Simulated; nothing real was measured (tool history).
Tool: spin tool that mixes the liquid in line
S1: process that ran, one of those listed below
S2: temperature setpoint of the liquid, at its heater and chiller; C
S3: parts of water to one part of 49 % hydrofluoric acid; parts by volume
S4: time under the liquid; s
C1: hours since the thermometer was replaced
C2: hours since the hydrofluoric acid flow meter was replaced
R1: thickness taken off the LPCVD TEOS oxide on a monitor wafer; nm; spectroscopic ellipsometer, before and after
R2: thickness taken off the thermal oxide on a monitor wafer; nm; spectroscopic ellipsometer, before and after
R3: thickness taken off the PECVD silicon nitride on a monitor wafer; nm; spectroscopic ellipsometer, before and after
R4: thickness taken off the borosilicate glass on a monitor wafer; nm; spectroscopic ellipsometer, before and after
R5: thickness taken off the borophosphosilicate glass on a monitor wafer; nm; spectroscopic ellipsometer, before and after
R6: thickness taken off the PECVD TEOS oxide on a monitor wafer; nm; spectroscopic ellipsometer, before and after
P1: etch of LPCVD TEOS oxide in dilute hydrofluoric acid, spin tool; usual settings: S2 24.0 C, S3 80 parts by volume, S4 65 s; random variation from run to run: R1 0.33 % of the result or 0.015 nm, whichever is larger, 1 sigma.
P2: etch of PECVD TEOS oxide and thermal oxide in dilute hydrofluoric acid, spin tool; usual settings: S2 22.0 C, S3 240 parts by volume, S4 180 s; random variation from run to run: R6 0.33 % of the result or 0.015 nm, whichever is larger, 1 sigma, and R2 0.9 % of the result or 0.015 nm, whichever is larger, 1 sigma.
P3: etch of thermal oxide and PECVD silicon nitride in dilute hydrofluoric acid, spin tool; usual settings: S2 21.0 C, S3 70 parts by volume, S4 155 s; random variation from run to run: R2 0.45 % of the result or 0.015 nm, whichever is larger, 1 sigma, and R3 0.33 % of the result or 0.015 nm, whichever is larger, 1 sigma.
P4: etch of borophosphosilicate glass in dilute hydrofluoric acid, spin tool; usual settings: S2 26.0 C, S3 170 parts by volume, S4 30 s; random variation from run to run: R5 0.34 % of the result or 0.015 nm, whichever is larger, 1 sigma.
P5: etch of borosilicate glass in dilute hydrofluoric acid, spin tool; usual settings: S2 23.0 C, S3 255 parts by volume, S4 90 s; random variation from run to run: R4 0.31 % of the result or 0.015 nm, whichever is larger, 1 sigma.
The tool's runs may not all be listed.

| run | hour | S1 | S2 | S3 | S4 | C1 | C2 | R1 | R2 | R3 | R4 | R5 | R6 |
|---|---|---|---|---|---|---|---|---|---|---|---|---|---|
| 1 | 7.5 | P1 | 24.0 | 80 | 65 | 877.7 | 391.8 | 47.260 |  |  |  |  |  |
| 2 | 19.2 | P1 | 24.0 | 120 | 30 | 889.4 | 403.5 | 13.837 |  |  |  |  |  |
| 3 | 34.1 | P3 | 21.0 | 70 | 155 | 904.3 | 418.4 |  | 9.1915 | 7.5594 |  |  |  |
| 4 | 46.8 | P1 | 24.0 | 20 | 35 | 917.0 | 431.1 | 110.010 |  |  |  |  |  |
| 5 | 61.0 | P1 | 24.0 | 80 | 65 | 931.2 | 445.3 | 46.925 |  |  |  |  |  |
| 6 | 75.3 | P5 | 31.0 | 255 | 90 | 945.5 | 459.6 |  |  |  | 9.4459 |  |  |
| 7 | 90.4 | P4 | 20.5 | 170 | 30 | 960.6 | 474.7 |  |  |  |  | 6.2675 |  |
| 8 | 101.5 | P1 | 24.0 | 80 | 125 | 971.7 | 485.8 | 91.482 |  |  |  |  |  |
| 9 | 114.9 | P1 | 24.0 | 80 | 15 | 985.1 | 499.2 | 10.930 |  |  |  |  |  |
| 10 | 123.2 | P5 | 23.0 | 255 | 30 | 993.4 | 507.5 |  |  |  | 2.3344 |  |  |
| 11 | 131.6 | P2 | 29.0 | 240 | 180 | 1001.8 | 515.9 |  | 3.7733 |  |  |  | 15.620 |
| 12 | 142.1 | P1 | 24.0 | 80 | 65 | 1012.3 | 526.4 | 47.456 |  |  |  |  |  |
| 13 | 151.8 | P2 | 22.0 | 65 | 180 | 1022.0 | 536.1 |  | 12.9440 |  |  |  | 54.453 |
| 14 | 163.5 | P1 | 24.0 | 140 | 65 | 1033.7 | 547.8 | 25.194 |  |  |  |  |  |
| 15 | 176.1 | P1 | 17.0 | 80 | 65 | 1046.3 | 560.4 | 35.561 |  |  |  |  |  |
| 16 | 190.6 | P4 | 26.0 | 170 | 55 | 1060.8 | 574.9 |  |  |  |  | 14.1480 |  |
| 17 | 198.4 | P1 | 24.0 | 40 | 105 | 1068.6 | 582.7 | 160.560 |  |  |  |  |  |
| 18 | 209.3 | P5 | 23.0 | 45 | 90 | 1079.5 | 593.6 |  |  |  | 51.1400 |  |  |
| 19 | 223.2 | P1 | 24.0 | 80 | 65 | 1093.4 | 607.5 | 47.331 |  |  |  |  |  |
| 20 | 236.9 | P1 | 24.0 | 45 | 65 | 1107.1 | 621.2 | 87.992 |  |  |  |  |  |
| 21 | 246.7 | P1 | 24.0 | 80 | 65 | 1116.9 | 631.0 | 47.105 |  |  |  |  |  |
| 22 | 255.1 | P4 | 26.0 | 270 | 30 | 1125.3 | 639.4 |  |  |  |  | 4.3220 |  |
| 23 | 266.3 | P3 | 21.0 | 95 | 155 | 1136.5 | 650.6 |  | 6.5517 | 5.5173 |  |  |  |
| 24 | 277.2 | P2 | 22.0 | 240 | 335 | 1147.4 | 661.5 |  | 5.4187 |  |  |  | 22.599 |
| 25 | 288.7 | P1 | 28.5 | 80 | 65 | 1158.9 | 673.0 | 56.589 |  |  |  |  |  |
| 26 | 297.1 | P3 | 21.0 | 70 | 295 | 1167.3 | 681.4 |  | 17.5210 | 14.3570 |  |  |  |
| 27 | 312.4 | P5 | 23.0 | 255 | 90 | 1182.6 | 696.7 |  |  |  | 7.1015 |  |  |
| 28 | 321.8 | P2 | 22.0 | 240 | 180 | 1192.0 | 706.1 |  | 2.8681 |  |  |  | 12.140 |
| 29 | 334.2 | P3 | 21.0 | 70 | 155 | 1204.4 | 718.5 |  | 9.0713 | 7.5293 |  |  |  |
| 30 | 348.2 | P4 | 26.0 | 170 | 30 | 1218.4 | 732.5 |  |  |  |  | 7.7426 |  |
| 31 | 359.6 | P3 | 29.0 | 70 | 155 | 1229.8 | 743.9 |  | 12.6160 | 12.8000 |  |  |  |
| 32 | 374.1 | P1 | 24.0 | 80 | 65 | 1244.3 | 758.4 | 47.438 |  |  |  |  |  |
| 33 | 381.4 | P1 | 24.0 | 80 | 65 | 1251.6 | 765.7 | 46.589 |  |  |  |  |  |
| 34 | 396.3 | P1 | 24.0 | 80 | 65 | 1266.5 | 780.6 | 45.461 |  |  |  |  |  |
| 35 | 406.1 | P1 | 24.0 | 80 | 65 | 1276.3 | 790.4 | 44.965 |  |  |  |  |  |
| 36 | 420.8 | P1 | 24.0 | 80 | 65 | 1291.0 | 805.1 | 44.754 |  |  |  |  |  |
| 37 | 435.7 | P1 | 24.0 | 80 | 65 | 1305.9 | 820.0 | 44.377 |  |  |  |  |  |
| 38 | 442.7 | P1 | 24.0 | 80 | 65 | 1312.9 | 827.0 | 44.192 |  |  |  |  |  |
| 39 | 452.8 | P1 | 24.0 | 80 | 65 | 1323.0 | 837.1 | 43.973 |  |  |  |  |  |
| 40 | 465.2 | P1 | 24.0 | 80 | 65 | 1335.4 | 849.5 | 44.019 |  |  |  |  |  |
| 41 | 480.4 | P1 | 24.0 | 80 | 65 | 1350.6 | 864.7 | 44.101 |  |  |  |  |  |

What P1 gives has crept away from where it was. These 2 causes fit the log equally well, each at the size given:
A: hydrofluoric acid flow below the setpoint (%) = 6.46
B: liquid colder than its thermometer reads (K) = 1.82
The creep began at about hour 374.1.

4 check runs are offered, one wafer each, their results left as question marks. Which one tells the causes apart?
| check 1 | 495.6 | P2 | 22.0 | 120 | 180 |  |  |  | ? |  |  |  | ? |
| check 2 | 495.6 | P3 | 24.0 | 70 | 155 |  |  |  | ? | ? |  |  |  |
| check 3 | 495.6 | P4 | 22.0 | 170 | 30 |  |  |  |  |  |  | ? |  |
| check 4 | 495.6 | P5 | 28.5 | 65 | 90 |  |  |  |  |  | ? |  |  |

What each check would give under each cause:
| check | result | if A | if B |
|---|---|---|---|
| check 1 | R2 | 6.0853 | 6.1043 |
| check 1 | R6 | 25.533 | 25.613 |
| check 2 | R2 | 9.6606 | 9.6472 |
| check 2 | R3 | 8.6041 | 8.1293 |
| check 3 | R5 | 6.1319 | 6.1838 |
| check 4 | R4 | 39.8630 | 39.9200 |
How far apart the two closest causes lie, in the result that separates them most: check 1 0.31 %; check 2 5.68 %; check 3 0.84 %; check 4 0.14 %
Check 2 tells the causes apart: in the others they would give nearly the same result.

Then check 2 was run and gave: R2 9.6913 nm; R3 8.5876 nm. Which cause is it?

It is A: hydrofluoric acid flow below the setpoint (%).
